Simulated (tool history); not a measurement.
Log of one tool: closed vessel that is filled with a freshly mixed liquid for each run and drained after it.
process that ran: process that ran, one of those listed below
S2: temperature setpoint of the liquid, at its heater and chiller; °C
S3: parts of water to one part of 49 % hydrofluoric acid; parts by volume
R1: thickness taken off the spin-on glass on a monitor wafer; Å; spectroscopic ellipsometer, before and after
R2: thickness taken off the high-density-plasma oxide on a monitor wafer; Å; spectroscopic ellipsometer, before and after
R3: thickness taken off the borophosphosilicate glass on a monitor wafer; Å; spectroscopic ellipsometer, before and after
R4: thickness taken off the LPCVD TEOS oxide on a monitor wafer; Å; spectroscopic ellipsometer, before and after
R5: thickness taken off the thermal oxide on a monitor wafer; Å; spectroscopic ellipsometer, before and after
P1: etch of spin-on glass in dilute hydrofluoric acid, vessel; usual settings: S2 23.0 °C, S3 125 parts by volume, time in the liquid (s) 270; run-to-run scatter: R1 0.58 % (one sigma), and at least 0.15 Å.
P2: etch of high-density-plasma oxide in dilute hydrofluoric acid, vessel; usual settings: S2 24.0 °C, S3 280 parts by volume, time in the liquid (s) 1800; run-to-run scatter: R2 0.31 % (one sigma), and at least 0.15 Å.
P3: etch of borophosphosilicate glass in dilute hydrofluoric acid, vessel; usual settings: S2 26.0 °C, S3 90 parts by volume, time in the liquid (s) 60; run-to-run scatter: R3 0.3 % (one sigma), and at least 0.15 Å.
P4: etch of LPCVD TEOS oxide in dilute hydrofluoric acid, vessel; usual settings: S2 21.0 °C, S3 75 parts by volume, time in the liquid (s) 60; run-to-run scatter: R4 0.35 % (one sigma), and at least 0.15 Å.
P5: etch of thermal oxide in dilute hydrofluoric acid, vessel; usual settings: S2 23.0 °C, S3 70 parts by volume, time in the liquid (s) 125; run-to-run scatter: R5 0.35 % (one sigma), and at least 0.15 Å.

run 1 hour=11.0 | process_that_ran=P1 S2=23.0 S3=125 time_in_the_liquid_(s)=270 | R1=562.67
run 2 hour=24.8 | process_that_ran=P2 S2=24.0 S3=280 time_in_the_liquid_(s)=3375 | R2=588.55
run 3 hour=39.6 | process_that_ran=P3 S2=26.0 S3=160 time_in_the_liquid_(s)=60 | R3=189.20
run 4 hour=50.8 | process_that_ran=P2 S2=24.0 S3=505 time_in_the_liquid_(s)=1800 | R2=142.05
run 5 hour=66.2 | process_that_ran=P4 S2=21.0 S3=75 time_in_the_liquid_(s)=60 | R4=194.34
run 6 hour=73.6 | process_that_ran=P3 S2=18.0 S3=90 time_in_the_liquid_(s)=60 | R3=266.22
run 7 hour=83.2 | process_that_ran=P1 S2=23.0 S3=125 time_in_the_liquid_(s)=270 | R1=563.98
run 8 hour=94.2 | process_that_ran=P3 S2=26.0 S3=90 time_in_the_liquid_(s)=60 | R3=368.29
run 9 hour=107.3 | process_that_ran=P1 S2=18.5 S3=175 time_in_the_liquid_(s)=270 | R1=317.02
run 10 hour=116.4 | process_that_ran=P5 S2=28.5 S3=70 time_in_the_liquid_(s)=125 | R5=107.160
run 11 hour=125.3 | process_that_ran=P1 S2=23.0 S3=125 time_in_the_liquid_(s)=270 | R1=569.50
-- hour=130.6 thermometer replaced
run 12 hour=133.0 | process_that_ran=P1 S2=23.0 S3=125 time_in_the_liquid_(s)=145 | R1=303.70
run 13 hour=140.7 | process_that_ran=P4 S2=21.0 S3=105 time_in_the_liquid_(s)=60 | R4=134.24
run 14 hour=154.4 | process_that_ran=P1 S2=23.0 S3=125 time_in_the_liquid_(s)=270 | R1=567.96
run 15 hour=169.2 | process_that_ran=P1 S2=23.0 S3=180 time_in_the_liquid_(s)=270 | R1=372.45
run 16 hour=179.2 | process_that_ran=P2 S2=27.5 S3=280 time_in_the_liquid_(s)=1800 | R2=353.95
run 17 hour=186.2 | process_that_ran=P2 S2=24.0 S3=280 time_in_the_liquid_(s)=1800 | R2=313.89
run 18 hour=193.9 | process_that_ran=P1 S2=30.5 S3=125 time_in_the_liquid_(s)=270 | R1=750.74
run 19 hour=205.3 | process_that_ran=P5 S2=23.0 S3=120 time_in_the_liquid_(s)=125 | R5=47.657
run 20 hour=216.4 | process_that_ran=P5 S2=23.0 S3=70 time_in_the_liquid_(s)=125 | R5=86.122
run 21 hour=225.7 | process_that_ran=P4 S2=21.0 S3=75 time_in_the_liquid_(s)=35 | R4=114.52
run 22 hour=234.2 | process_that_ran=P3 S2=26.0 S3=90 time_in_the_liquid_(s)=30 | R3=183.93
run 23 hour=249.3 | process_that_ran=P1 S2=23.0 S3=125 time_in_the_liquid_(s)=390 | R1=822.02
run 24 hour=258.7 | process_that_ran=P1 S2=23.0 S3=30 time_in_the_liquid_(s)=270 | R1=2649.20
run 25 hour=266.6 | process_that_ran=P1 S2=23.0 S3=125 time_in_the_liquid_(s)=270 | R1=566.38
run 26 hour=274.2 | process_that_ran=P1 S2=23.0 S3=125 time_in_the_liquid_(s)=270 | R1=564.05
run 27 hour=281.7 | process_that_ran=P1 S2=17.5 S3=125 time_in_the_liquid_(s)=270 | R1=450.91
run 28 hour=291.6 | process_that_ran=P5 S2=23.0 S3=70 time_in_the_liquid_(s)=30 | R5=20.534
run 29 hour=302.6 | process_that_ran=P1 S2=17.0 S3=125 time_in_the_liquid_(s)=70 | R1=115.52
run 30 hour=314.5 | process_that_ran=P4 S2=29.0 S3=75 time_in_the_liquid_(s)=60 | R4=268.05
run 31 hour=324.3 | process_that_ran=P1 S2=23.0 S3=125 time_in_the_liquid_(s)=270 | R1=560.15
run 32 hour=334.8 | process_that_ran=P1 S2=23.0 S3=125 time_in_the_liquid_(s)=270 | R1=582.21
run 33 hour=346.9 | process_that_ran=P1 S2=23.0 S3=125 time_in_the_liquid_(s)=270 | R1=584.09
run 34 hour=358.9 | process_that_ran=P1 S2=23.0 S3=125 time_in_the_liquid_(s)=270 | R1=592.32
run 35 hour=371.8 | process_that_ran=P1 S2=23.0 S3=125 time_in_the_liquid_(s)=270 | R1=600.76
run 36 hour=379.8 | process_that_ran=P1 S2=23.0 S3=125 time_in_the_liquid_(s)=270 | R1=606.15
run 37 hour=392.6 | process_that_ran=P1 S2=23.0 S3=125 time_in_the_liquid_(s)=270 | R1=608.80
run 38 hour=407.2 | process_that_ran=P1 S2=23.0 S3=125 time_in_the_liquid_(s)=270 | R1=614.89
run 39 hour=420.0 | process_that_ran=P1 S2=23.0 S3=125 time_in_the_liquid_(s)=270 | R1=613.80
run 40 hour=429.1 | process_that_ran=P1 S2=23.0 S3=125 time_in_the_liquid_(s)=270 | R1=611.72
run 41 hour=444.4 | process_that_ran=P1 S2=23.0 S3=125 time_in_the_liquid_(s)=270 | R1=615.78

Run 42 comes next. What will it give?
run 42 hour=453.8 | process_that_ran=P1 S2=23.0 S3=125 time_in_the_liquid_(s)=270 | R1=?

R1: 611.18 Å
